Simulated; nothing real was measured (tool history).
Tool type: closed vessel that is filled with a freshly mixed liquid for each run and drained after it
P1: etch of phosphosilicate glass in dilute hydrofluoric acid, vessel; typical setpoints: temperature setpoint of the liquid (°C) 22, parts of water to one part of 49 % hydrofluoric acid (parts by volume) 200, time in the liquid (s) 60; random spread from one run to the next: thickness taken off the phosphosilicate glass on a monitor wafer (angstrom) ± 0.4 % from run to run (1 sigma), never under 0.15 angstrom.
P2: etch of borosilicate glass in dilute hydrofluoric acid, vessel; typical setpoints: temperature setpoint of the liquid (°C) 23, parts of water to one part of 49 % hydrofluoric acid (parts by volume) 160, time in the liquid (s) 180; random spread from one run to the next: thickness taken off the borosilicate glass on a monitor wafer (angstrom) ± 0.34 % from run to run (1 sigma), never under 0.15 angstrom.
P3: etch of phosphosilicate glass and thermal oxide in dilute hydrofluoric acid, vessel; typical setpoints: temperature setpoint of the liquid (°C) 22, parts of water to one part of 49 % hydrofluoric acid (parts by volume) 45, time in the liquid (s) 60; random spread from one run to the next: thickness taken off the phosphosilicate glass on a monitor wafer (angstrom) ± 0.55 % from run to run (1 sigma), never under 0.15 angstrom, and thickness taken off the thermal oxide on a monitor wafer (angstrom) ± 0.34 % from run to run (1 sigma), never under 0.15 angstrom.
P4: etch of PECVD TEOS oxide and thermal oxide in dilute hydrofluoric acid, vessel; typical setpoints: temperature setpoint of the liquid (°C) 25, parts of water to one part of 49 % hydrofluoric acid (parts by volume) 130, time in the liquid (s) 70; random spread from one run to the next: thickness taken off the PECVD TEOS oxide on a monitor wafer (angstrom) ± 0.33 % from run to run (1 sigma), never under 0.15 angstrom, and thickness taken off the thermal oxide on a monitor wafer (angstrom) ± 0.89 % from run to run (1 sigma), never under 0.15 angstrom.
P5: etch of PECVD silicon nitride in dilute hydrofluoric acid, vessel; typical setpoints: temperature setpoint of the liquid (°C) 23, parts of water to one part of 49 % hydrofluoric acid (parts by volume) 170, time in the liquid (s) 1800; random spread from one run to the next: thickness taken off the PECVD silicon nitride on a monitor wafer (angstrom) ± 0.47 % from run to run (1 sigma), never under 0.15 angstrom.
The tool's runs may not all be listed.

run     day  process that ran  temperature setpoint of the liquid (°C)  parts of water to one part of 49 % hydrofluoric acid (parts by volume)  time in the liquid (s)  hours since the thermometer was replaced  hours since the hydrofluoric acid flow meter was replaced  thickness taken off the phosphosilicate glass on a monitor wafer (angstrom)  thickness taken off the borosilicate glass on a monitor wafer (angstrom)  thickness taken off the PECVD silicon nitride on a monitor wafer (angstrom)  thickness taken off the PECVD TEOS oxide on a monitor wafer (angstrom)  thickness taken off the thermal oxide on a monitor wafer (angstrom)
  1   0.329                P1                                       22                                                                     200                      60                                     391.3                                                      657.2                                                                        196.2
  2   0.729                P2                                       23                                                                     160                     360                                     400.9                                                      666.8                                                                                                                                                 427.89
      1.038  -- hydrofluoric acid flow meter replaced
  3   1.088                P1                                       22                                                                     200                     110                                     409.5                                                        1.2                                                                       363.16
  4   1.358                P5                                       23                                                                     170                    1800                                       416                                                        7.7                                                                                                                                                                                                                              231.67
  5   1.758                P1                                       28                                                                     200                      60                                     425.6                                                       17.3                                                                       246.93
  6   2.117                P1                                       22                                                                     200                      60                                     434.2                                                       25.9                                                                       198.25
  7   2.504                P2                                       17                                                                     160                     180                                     443.5                                                       35.2                                                                                                                                                 169.26
  8   2.812                P1                                     25.5                                                                     285                      60                                     450.9                                                       42.6                                                                       144.53
  9   2.992                P1                                     17.5                                                                     200                      60                                     455.2                                                       46.9                                                                       165.89
 10   3.279                P5                                       23                                                                      50                    1800                                     462.1                                                       53.8                                                                                                                                                                                                                              776.11
 11   3.508                P1                                       17                                                                     105                      60                                     467.6                                                       59.3                                                                       340.22
 12   3.908                P2                                       23                                                                     290                     180                                     477.2                                                       68.9                                                                                                                                                 103.18
 13   4.279                P1                                       22                                                                     295                      60                                     486.1                                                       77.8                                                                       121.61
 14     4.6                P1                                       22                                                                     200                      60                                     493.8                                                       85.5                                                                       198.51
 15   4.817                P4                                       25                                                                     200                      70                                       499                                                       90.7                                                                                                                                                                                                                                                                                                      52.791                                                               14.753
 16   5.142                P5                                     28.5                                                                     170                    1800                                     506.8                                                       98.5                                                                                                                                                                                                                              329.02
 17   5.471                P1                                       22                                                                     200                      60                                     514.7                                                      106.4                                                                        197.3
 18   5.754                P5                                       23                                                                     170                    1800                                     521.5                                                      113.2                                                                                                                                                                                                                               231.1
 19   6.158                P3                                       22                                                                      45                      60                                     531.2                                                      122.9                                                                       1110.6                                                                                                                                                                                                                                                                                              62.424
 20   6.346                P1                                       22                                                                     125                      60                                     535.7                                                      127.4                                                                       344.07
 21   6.638                P3                                       22                                                                      45                      90                                     542.7                                                      134.4                                                                       1652.3                                                                                                                                                                                                                                                                                              93.366
 22   6.992                P3                                       22                                                                      75                      60                                     551.2                                                      142.9                                                                       635.58                                                                                                                                                                                                                                                                                              35.856
 23   7.238                P1                                       22                                                                     200                      60                                     557.1                                                      148.8                                                                        198.3
 24   7.612                P3                                     17.5                                                                      45                      60                                     566.1                                                      157.8                                                                       908.92                                                                                                                                                                                                                                                                                              51.212
 25   7.971                P4                                       25                                                                     130                      70                                     574.7                                                      166.4                                                                                                                                                                                                                                                                                                      87.274                                                               24.859
 26   8.167                P3                                       22                                                                      45                      60                                     579.4                                                      171.1                                                                       1107.4                                                                                                                                                                                                                                                                                              62.139
 27    8.35                P5                                       23                                                                     170                      30                                     583.8                                                      175.5                                                                                                                                                                                                                              3.7023
 28   8.558                P2                                       23                                                                     160                     180                                     588.8                                                      180.5                                                                                                                                                    215
 29   8.929                P4                                       25                                                                     130                     135                                     597.7                                                      189.4                                                                                                                                                                                                                                                                                                       168.3                                                               48.112
 30   9.154                P4                                       33                                                                     130                      70                                     603.1                                                      194.8                                                                                                                                                                                                                                                                                                      116.99                                                               33.159
 31    9.45                P1                                       26                                                                     330                      60                                     610.2                                                      201.9                                                                        121.6
 32   9.658                P1                                       22                                                                     200                      30                                     615.2                                                      206.9                                                                       98.883
 33   9.883                P1                                       22                                                                     200                      60                                     620.6                                                      212.3                                                                       197.44
 34   10.25                P1                                       22                                                                     200                      60                                     629.4                                                      221.1                                                                       193.92
 35  10.467                P1                                       22                                                                     200                      60                                     634.6                                                      226.3                                                                       192.61
 36  10.812                P1                                       22                                                                     200                      60                                     642.9                                                      234.6                                                                       190.31
 37  11.112                P1                                       22                                                                     200                      60                                     650.1                                                      241.8                                                                       189.06
 38  11.483                P1                                       22                                                                     200                      60                                       659                                                      250.7                                                                       189.71
 39  11.833                P1                                       22                                                                     200                      60                                     667.4                                                      259.1                                                                       187.45
 40  12.188                P1                                       22                                                                     200                      60                                     675.9                                                      267.6                                                                       187.89
 41  12.458                P1                                       22                                                                     200                      60                                     682.4                                                      274.1                                                                        187.3
 42  12.746                P1                                       22                                                                     200                      60                                     689.3                                                        281                                                                       187.32
 43  13.108                P1                                       22                                                                     200                      60                                       698                                                      289.7                                                                       187.74
 44  13.417                P1                                       22                                                                     200                      60                                     705.4                                                      297.1                                                                       187.38

P1 has crept away from where it was. The log is fitted equally well by each of these 2 causes, at the sizes shown:
A: liquid colder than its thermometer reads (K) = 1.47
B: hydrofluoric acid flow below the setpoint (%) = 4.52
At approximately day 9.883, the process output began to creep.

Question marks stand in for the results of the 4 check runs listed below, each run on one wafer. Under which run would the listed causes show clearly different results?
check 1  13.725                P5                                       23                                                                      90                    1085                                                                                                                                                                                                                                                                                                                                        ?
check 2  13.725                P2                                       17                                                                     160                     250                                                                                                                                                                                                                                                           ?
check 3  13.725                P3                                       19                                                                      75                      60                                                                                                                                                                                 ?                                                                                                                                                                                                                                                                                                   ?
check 4  13.725                P4                                       31                                                                     175                      70                                                                                                                                                                                                                                                                                                                                                                                                                ?                                                                    ?

If the cause were each of the candidates in turn, the checks would give the following:
  check                                                                       result    if A    if B
check 1  thickness taken off the PECVD silicon nitride on a monitor wafer (angstrom)  237.03  249.97
check 2     thickness taken off the borosilicate glass on a monitor wafer (angstrom)   220.5  222.03
check 3  thickness taken off the phosphosilicate glass on a monitor wafer (angstrom)  531.04  537.47
check 3          thickness taken off the thermal oxide on a monitor wafer (angstrom)  29.768  30.128
check 4       thickness taken off the PECVD TEOS oxide on a monitor wafer (angstrom)  72.542  72.163
check 4          thickness taken off the thermal oxide on a monitor wafer (angstrom)  20.637  20.529
Separation of the two closest causes in each check, using whichever result separates them best: check 1 5.32 %; check 2 0.69 %; check 3 1.2 %; check 4 0.52 %
The causes can be told apart only by check 1. The other checks would give nearly the same results under each of them.

Then check 1 was run and gave: thickness taken off the PECVD silicon nitride on a monitor wafer (angstrom) 237.75. Which cause is it?

A is the cause: liquid colder than its thermometer reads (K).
